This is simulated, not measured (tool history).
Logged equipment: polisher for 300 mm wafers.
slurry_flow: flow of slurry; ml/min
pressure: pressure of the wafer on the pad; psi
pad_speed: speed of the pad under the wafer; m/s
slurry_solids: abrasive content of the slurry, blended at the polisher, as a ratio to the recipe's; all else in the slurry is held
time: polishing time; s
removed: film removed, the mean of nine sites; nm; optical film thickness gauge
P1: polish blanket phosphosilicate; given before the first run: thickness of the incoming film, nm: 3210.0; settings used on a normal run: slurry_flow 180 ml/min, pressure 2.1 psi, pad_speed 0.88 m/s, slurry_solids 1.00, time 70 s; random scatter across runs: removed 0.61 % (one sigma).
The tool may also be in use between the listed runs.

Run 1, hour 5.4: slurry_flow 180 ml/min, pressure 2.1 psi, pad_speed 0.88 m/s, slurry_solids 1.00, time 70 s. Result: removed 293.87 nm.
Run 2, hour 9.4: slurry_flow 180 ml/min, pressure 2.1 psi, pad_speed 0.88 m/s, slurry_solids 0.55, time 70 s. Result: removed 213.17 nm.
Run 3, hour 13.0: slurry_flow 180 ml/min, pressure 2.1 psi, pad_speed 0.44 m/s, slurry_solids 1.00, time 70 s. Result: removed 167.36 nm.
Run 4, hour 18.1: slurry_flow 180 ml/min, pressure 2.1 psi, pad_speed 0.88 m/s, slurry_solids 1.00, time 70 s. Result: removed 294.03 nm.
At hour 20.5: slurry blender recalibrated.
Run 5, hour 21.3: slurry_flow 255 ml/min, pressure 2.1 psi, pad_speed 0.88 m/s, slurry_solids 1.00, time 70 s. Result: removed 301.98 nm.
Run 6, hour 25.3: slurry_flow 180 ml/min, pressure 2.1 psi, pad_speed 0.88 m/s, slurry_solids 1.00, time 110 s. Result: removed 464.29 nm.
Run 7, hour 28.2: slurry_flow 180 ml/min, pressure 2.1 psi, pad_speed 1.10 m/s, slurry_solids 1.00, time 70 s. Result: removed 349.63 nm.
Run 8, hour 33.9: slurry_flow 180 ml/min, pressure 2.6 psi, pad_speed 0.88 m/s, slurry_solids 1.00, time 70 s. Result: removed 360.04 nm.
Run 9, hour 37.6: slurry_flow 180 ml/min, pressure 2.1 psi, pad_speed 0.88 m/s, slurry_solids 1.35, time 70 s. Result: removed 334.84 nm.
Run 10, hour 40.5: slurry_flow 180 ml/min, pressure 2.1 psi, pad_speed 0.88 m/s, slurry_solids 1.00, time 70 s. Result: removed 291.03 nm.
Run 11, hour 44.1: slurry_flow 110 ml/min, pressure 2.1 psi, pad_speed 0.88 m/s, slurry_solids 1.00, time 106 s. Result: removed 402.76 nm.
Run 12, hour 47.9: slurry_flow 180 ml/min, pressure 1.5 psi, pad_speed 1.28 m/s, slurry_solids 1.00, time 70 s. Result: removed 283.22 nm.
Run 13, hour 50.7: slurry_flow 180 ml/min, pressure 2.1 psi, pad_speed 0.88 m/s, slurry_solids 1.00, time 70 s. Result: removed 294.62 nm.
Run 14, hour 56.0: slurry_flow 180 ml/min, pressure 1.0 psi, pad_speed 0.88 m/s, slurry_solids 1.00, time 70 s. Result: removed 138.69 nm.
Run 15, hour 61.8: slurry_flow 180 ml/min, pressure 2.1 psi, pad_speed 0.88 m/s, slurry_solids 1.00, time 70 s. Result: removed 290.03 nm.
Run 16, hour 66.9: slurry_flow 180 ml/min, pressure 2.1 psi, pad_speed 0.88 m/s, slurry_solids 1.00, time 34 s. Result: removed 141.86 nm.
Run 17, hour 69.6: slurry_flow 180 ml/min, pressure 2.1 psi, pad_speed 0.88 m/s, slurry_solids 1.00, time 70 s. Result: removed 293.78 nm.
Run 18, hour 74.0: slurry_flow 180 ml/min, pressure 2.1 psi, pad_speed 0.88 m/s, slurry_solids 1.00, time 70 s. Result: removed 292.65 nm.
Run 19, hour 77.1: slurry_flow 180 ml/min, pressure 2.1 psi, pad_speed 0.88 m/s, slurry_solids 1.30, time 45 s. Result: removed 206.78 nm.
Run 20, hour 80.2: slurry_flow 110 ml/min, pressure 2.1 psi, pad_speed 0.88 m/s, slurry_solids 1.00, time 70 s. Result: removed 266.38 nm.
Run 21, hour 83.7: slurry_flow 180 ml/min, pressure 2.1 psi, pad_speed 0.88 m/s, slurry_solids 1.00, time 70 s. Result: removed 292.75 nm.
Run 22, hour 86.6: slurry_flow 180 ml/min, pressure 2.1 psi, pad_speed 0.88 m/s, slurry_solids 1.00, time 70 s. Result: removed 289.31 nm.
Run 23, hour 91.9: slurry_flow 180 ml/min, pressure 2.1 psi, pad_speed 0.88 m/s, slurry_solids 1.00, time 70 s. Result: removed 278.21 nm.
Run 24, hour 95.9: slurry_flow 180 ml/min, pressure 2.1 psi, pad_speed 0.88 m/s, slurry_solids 1.00, time 70 s. Result: removed 275.32 nm.
Run 25, hour 99.8: slurry_flow 180 ml/min, pressure 2.1 psi, pad_speed 0.88 m/s, slurry_solids 1.00, time 70 s. Result: removed 272.57 nm.
Run 26, hour 104.4: slurry_flow 180 ml/min, pressure 2.1 psi, pad_speed 0.88 m/s, slurry_solids 1.00, time 70 s. Result: removed 273.04 nm.
At hour 105.3: slurry nozzle cleaned.
Run 27, hour 107.4: slurry_flow 180 ml/min, pressure 2.1 psi, pad_speed 0.88 m/s, slurry_solids 1.00, time 70 s. Result: removed 269.35 nm.
At hour 110.9: worn pad replaced by a new one.
Run 28, hour 111.4: slurry_flow 180 ml/min, pressure 2.1 psi, pad_speed 0.88 m/s, slurry_solids 1.00, time 70 s. Result: removed 268.41 nm.
Run 29, hour 114.1: slurry_flow 180 ml/min, pressure 2.1 psi, pad_speed 0.88 m/s, slurry_solids 1.00, time 70 s. Result: removed 270.95 nm.
At hour 115.0: conditioning disc replaced and pad reconditioned.
Run 30, hour 118.4: slurry_flow 180 ml/min, pressure 2.1 psi, pad_speed 0.88 m/s, slurry_solids 1.00, time 70 s. Result: removed 269.90 nm.
Run 31, hour 123.4: slurry_flow 180 ml/min, pressure 2.1 psi, pad_speed 0.88 m/s, slurry_solids 1.00, time 70 s. Result: removed 266.04 nm.
Run 32, hour 127.9: slurry_flow 180 ml/min, pressure 2.1 psi, pad_speed 0.88 m/s, slurry_solids 1.00, time 70 s. Result: removed 268.02 nm.

What P1 gives has crept off from where it sat before. The 2 causes that follow fit the log equally well, each at the size noted:
A: abrasive missing from the slurry, % = 16.6
B: head's pressure below its setpoint, % = 8.32
The creep began at about hour 83.7.
Ruled out, with reasons:
removal rate lost through wear of the pad, %: its service at hour 110.9 followed the start of the drift and did not put the process back to its old value
slurry flow missing at the pad, %: its service at hour 105.3 followed the start of the drift and did not put the process back to its old value
time polished since the conditioner stopped cutting, s: its service at hour 115.0 followed the start of the drift and did not put the process back to its old value

Which of the 4 check runs listed below, each an average over 5 wafers with its results shown as question marks, gives clearly different results under the different listed causes?
Run check 1, hour 132.4: slurry_flow 180 ml/min, pressure 2.1 psi, pad_speed 0.88 m/s, slurry_solids 0.60, time 86 s. Result: removed ?.
Run check 2, hour 132.4: slurry_flow 180 ml/min, pressure 2.1 psi, pad_speed 0.48 m/s, slurry_solids 1.00, time 43 s. Result: removed ?.
Run check 3, hour 132.4: slurry_flow 180 ml/min, pressure 1.3 psi, pad_speed 0.88 m/s, slurry_solids 1.00, time 70 s. Result: removed ?.
Run check 4, hour 132.4: slurry_flow 180 ml/min, pressure 2.6 psi, pad_speed 0.88 m/s, slurry_solids 1.00, time 85 s. Result: removed ?.

Check results expected under each cause:
  check   result    if A    if B
check 1  removed  247.34  253.01
check 2  removed  101.52  101.50
check 3  removed  166.16  166.12
check 4  removed  403.53  403.42
Separation of the two closest causes in each check, using whichever result separates them best: check 1 2.26 %; check 2 0.03 %; check 3 0.03 %; check 4 0.03 %
Only check 1 tells the causes apart: in the others they would give nearly the same result.

The results of check 1 are: removed 251.85 nm. Based on these, which of the listed causes is it?

The correct cause is B, namely: head's pressure below its setpoint, %.

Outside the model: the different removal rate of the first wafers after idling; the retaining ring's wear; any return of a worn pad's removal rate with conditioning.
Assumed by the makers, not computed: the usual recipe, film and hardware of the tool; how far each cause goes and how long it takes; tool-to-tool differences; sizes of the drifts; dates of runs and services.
